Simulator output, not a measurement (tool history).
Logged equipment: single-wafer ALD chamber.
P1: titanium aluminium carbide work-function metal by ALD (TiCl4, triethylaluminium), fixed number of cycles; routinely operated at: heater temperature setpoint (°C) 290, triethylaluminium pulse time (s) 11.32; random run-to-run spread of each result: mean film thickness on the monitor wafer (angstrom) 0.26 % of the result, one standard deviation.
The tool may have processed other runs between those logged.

run	day	heater temperature setpoint (°C)	triethylaluminium pulse time (s)	mean film thickness on the monitor wafer (angstrom)
1	0.467	290	11.32	19.156
2	1.154	290	7.20	17.958
3	1.879	267	16.81	17.524
4	2.383	312	11.32	21.088
5	3.017	290	11.32	19.199
6	3.392	290	11.32	19.179
7	3.792	290	11.32	19.121
8	4.454	290	15.26	19.385
9	4.971	271	11.32	17.634

Run 10 has not been measured yet. What should we expect?
10	5.333	268	15.88	?

Logged for run 10: mean film thickness on the monitor wafer (angstrom) 17.586.
